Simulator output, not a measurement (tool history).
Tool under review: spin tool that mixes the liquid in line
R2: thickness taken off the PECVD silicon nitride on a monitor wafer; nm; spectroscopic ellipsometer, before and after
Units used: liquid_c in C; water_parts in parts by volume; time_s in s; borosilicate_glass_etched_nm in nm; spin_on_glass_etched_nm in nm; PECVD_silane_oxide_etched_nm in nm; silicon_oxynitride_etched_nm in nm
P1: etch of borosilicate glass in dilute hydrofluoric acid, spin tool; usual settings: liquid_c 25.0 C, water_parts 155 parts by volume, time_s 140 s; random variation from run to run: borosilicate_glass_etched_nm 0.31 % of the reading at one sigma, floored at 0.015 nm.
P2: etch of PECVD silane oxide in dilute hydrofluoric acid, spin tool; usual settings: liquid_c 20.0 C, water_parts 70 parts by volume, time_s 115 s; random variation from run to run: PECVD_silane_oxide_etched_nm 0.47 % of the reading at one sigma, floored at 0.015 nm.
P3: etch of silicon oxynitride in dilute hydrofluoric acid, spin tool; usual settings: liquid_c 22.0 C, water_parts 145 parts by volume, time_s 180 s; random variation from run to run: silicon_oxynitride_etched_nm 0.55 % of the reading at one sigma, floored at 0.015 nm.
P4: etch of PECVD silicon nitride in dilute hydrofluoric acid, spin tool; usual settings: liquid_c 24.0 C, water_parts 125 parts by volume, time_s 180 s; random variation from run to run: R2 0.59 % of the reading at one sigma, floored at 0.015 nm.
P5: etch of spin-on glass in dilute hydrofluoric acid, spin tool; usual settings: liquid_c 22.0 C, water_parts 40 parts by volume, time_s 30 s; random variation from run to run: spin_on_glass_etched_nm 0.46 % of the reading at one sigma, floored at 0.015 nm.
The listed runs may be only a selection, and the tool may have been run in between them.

run 1 hour=11.4 | process=P1 liquid_c=25.0 water_parts=155 time_s=140 | borosilicate_glass_etched_nm=24.0930
run 2 hour=20.4 | process=P1 liquid_c=19.5 water_parts=155 time_s=70 | borosilicate_glass_etched_nm=9.7666
run 3 hour=34.8 | process=P4 liquid_c=32.5 water_parts=125 time_s=180 | R2=6.13260
run 4 hour=47.2 | process=P1 liquid_c=25.0 water_parts=155 time_s=80 | borosilicate_glass_etched_nm=13.8090
run 5 hour=62.2 | process=P5 liquid_c=28.5 water_parts=40 time_s=30 | spin_on_glass_etched_nm=58.939
run 6 hour=76.0 | process=P2 liquid_c=20.0 water_parts=125 time_s=115 | PECVD_silane_oxide_etched_nm=25.084
run 7 hour=88.0 | process=P4 liquid_c=24.0 water_parts=125 time_s=180 | R2=3.58250
run 8 hour=102.9 | process=P4 liquid_c=24.0 water_parts=125 time_s=20 | R2=0.39741
run 9 hour=115.1 | process=P1 liquid_c=25.0 water_parts=155 time_s=140 | borosilicate_glass_etched_nm=24.1710
run 10 hour=124.5 | process=P3 liquid_c=29.0 water_parts=145 time_s=180 | silicon_oxynitride_etched_nm=5.34610
run 11 hour=131.5 | process=P5 liquid_c=22.0 water_parts=65 time_s=30 | spin_on_glass_etched_nm=26.816
run 12 hour=145.1 | process=P3 liquid_c=22.0 water_parts=220 time_s=180 | silicon_oxynitride_etched_nm=2.45580
run 13 hour=158.7 | process=P5 liquid_c=22.0 water_parts=40 time_s=30 | spin_on_glass_etched_nm=44.887
run 14 hour=173.9 | process=P4 liquid_c=24.0 water_parts=55 time_s=180 | R2=7.97770
run 15 hour=188.9 | process=P1 liquid_c=25.0 water_parts=155 time_s=140 | borosilicate_glass_etched_nm=24.1910
run 16 hour=196.5 | process=P1 liquid_c=25.0 water_parts=70 time_s=140 | borosilicate_glass_etched_nm=59.5850
run 17 hour=203.9 | process=P1 liquid_c=25.0 water_parts=155 time_s=140 | borosilicate_glass_etched_nm=24.1040
run 18 hour=217.2 | process=P1 liquid_c=29.5 water_parts=155 time_s=140 | borosilicate_glass_etched_nm=28.4380
run 19 hour=229.1 | process=P1 liquid_c=25.0 water_parts=155 time_s=245 | borosilicate_glass_etched_nm=42.0770
run 20 hour=241.6 | process=P3 liquid_c=22.0 water_parts=145 time_s=35 | silicon_oxynitride_etched_nm=0.76675
run 21 hour=251.8 | process=P1 liquid_c=17.5 water_parts=155 time_s=140 | borosilicate_glass_etched_nm=17.9180
run 22 hour=258.7 | process=P3 liquid_c=22.0 water_parts=145 time_s=180 | silicon_oxynitride_etched_nm=3.87790
-- hour=260.5 thermometer replaced
run 23 hour=272.6 | process=P2 liquid_c=20.0 water_parts=70 time_s=115 | PECVD_silane_oxide_etched_nm=47.239
run 24 hour=287.3 | process=P1 liquid_c=25.0 water_parts=255 time_s=140 | borosilicate_glass_etched_nm=13.1310
run 25 hour=298.7 | process=P1 liquid_c=25.0 water_parts=245 time_s=25 | borosilicate_glass_etched_nm=2.4970
run 26 hour=307.5 | process=P2 liquid_c=25.5 water_parts=70 time_s=115 | PECVD_silane_oxide_etched_nm=59.455
run 27 hour=317.3 | process=P2 liquid_c=20.0 water_parts=70 time_s=50 | PECVD_silane_oxide_etched_nm=20.653
run 28 hour=330.4 | process=P1 liquid_c=25.0 water_parts=155 time_s=140 | borosilicate_glass_etched_nm=24.1470
run 29 hour=342.0 | process=P5 liquid_c=22.0 water_parts=40 time_s=60 | spin_on_glass_etched_nm=88.941
run 30 hour=356.9 | process=P1 liquid_c=25.0 water_parts=155 time_s=140 | borosilicate_glass_etched_nm=24.0740
run 31 hour=368.5 | process=P1 liquid_c=25.0 water_parts=155 time_s=140 | borosilicate_glass_etched_nm=23.5760
run 32 hour=382.0 | process=P1 liquid_c=25.0 water_parts=155 time_s=140 | borosilicate_glass_etched_nm=23.0070
run 33 hour=392.1 | process=P1 liquid_c=25.0 water_parts=155 time_s=140 | borosilicate_glass_etched_nm=22.8010
run 34 hour=405.7 | process=P1 liquid_c=25.0 water_parts=155 time_s=140 | borosilicate_glass_etched_nm=22.6210
run 35 hour=414.7 | process=P1 liquid_c=25.0 water_parts=155 time_s=140 | borosilicate_glass_etched_nm=22.4270
run 36 hour=430.0 | process=P1 liquid_c=25.0 water_parts=155 time_s=140 | borosilicate_glass_etched_nm=22.4370
run 37 hour=438.6 | process=P1 liquid_c=25.0 water_parts=155 time_s=140 | borosilicate_glass_etched_nm=22.4410
run 38 hour=447.0 | process=P1 liquid_c=25.0 water_parts=155 time_s=140 | borosilicate_glass_etched_nm=22.2640
run 39 hour=456.8 | process=P1 liquid_c=25.0 water_parts=155 time_s=140 | borosilicate_glass_etched_nm=22.3490
run 40 hour=468.2 | process=P1 liquid_c=25.0 water_parts=155 time_s=140 | borosilicate_glass_etched_nm=22.2510
run 41 hour=478.0 | process=P1 liquid_c=25.0 water_parts=155 time_s=140 | borosilicate_glass_etched_nm=22.2850

What P1 gives has crept away from where it was. These 2 causes fit the log equally well, each at the size given:
A: liquid colder than its thermometer reads (K) = 2.03
B: hydrofluoric acid flow below the setpoint (%) = 6.3
The drift started at roughly hour 356.9.

Each of the 4 check runs below uses one wafer; its results are left as question marks. Which run tells the causes apart?
run check 1 hour=487.8 | process=P3 liquid_c=27.0 water_parts=145 time_s=65 | silicon_oxynitride_etched_nm=?
run check 2 hour=487.8 | process=P5 liquid_c=27.0 water_parts=60 time_s=30 | spin_on_glass_etched_nm=?
run check 3 hour=487.8 | process=P4 liquid_c=31.0 water_parts=75 time_s=180 | R2=?
run check 4 hour=487.8 | process=P2 liquid_c=20.0 water_parts=105 time_s=65 | PECVD_silane_oxide_etched_nm=?

How each check would come out, cause by cause:
check=check_1 result=silicon_oxynitride_etched_nm if_A=1.62050 if_B=1.65000
check=check_2 result=spin_on_glass_etched_nm if_A=32.983 if_B=33.344
check=check_3 result=R2 if_A=8.20260 if_B=8.74380
check=check_4 result=PECVD_silane_oxide_etched_nm if_A=15.741 if_B=15.916
Gap, in per cent, between the two causes that each check separates least, read from the result that separates them most: check 1 1.8 %; check 2 1.09 %; check 3 6.39 %; check 4 1.1 %
Check 3 is the one run that separates the causes; every other check would come out nearly the same whichever cause is at work.

The results of check 3 are: R2 8.78600 nm. Based on these, which of the listed causes is it?

Of the candidate causes, it is B: hydrofluoric acid flow below the setpoint (%).
